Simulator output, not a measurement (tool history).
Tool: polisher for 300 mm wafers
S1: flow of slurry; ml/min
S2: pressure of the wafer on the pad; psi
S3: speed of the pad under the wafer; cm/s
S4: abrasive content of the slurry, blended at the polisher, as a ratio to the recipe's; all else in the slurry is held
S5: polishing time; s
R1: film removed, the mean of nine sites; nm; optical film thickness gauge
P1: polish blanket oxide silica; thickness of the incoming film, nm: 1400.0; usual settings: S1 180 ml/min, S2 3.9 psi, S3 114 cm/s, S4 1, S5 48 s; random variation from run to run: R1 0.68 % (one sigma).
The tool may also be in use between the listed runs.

run,day,S1,S2,S3,S4,S5,R1
1,0.358,180,3.9,114,1,48,150.1
2,0.938,180,3.9,114,0.5,48,104.07
3,1.467,180,3.9,152,1,48,188.94
4,1.954,255,3.9,140,1,48,185.98
5,2.288,180,3.9,114,1,48,152.63
6,2.542,180,3.9,114,1,48,149.42
7,2.983,180,3.9,114,1.45,48,176.03
8,3.262,180,2,114,1,48,77.8
9,3.771,180,3.9,114,1,25,78.74
10,4.112,180,3.9,114,1,48,152.5
11,4.388,180,5.6,114,1,48,215.95
# day 4.575: head pressure recalibrated
12,4.875,180,3.9,114,1,48,150.56
13,5.342,110,3.9,114,1,48,137.24
14,5.725,180,3.9,52,1,48,80.587

Forecast run 15:
15,6.112,180,3.9,114,1,48,?

Run 15 gave R1 149.26 nm.
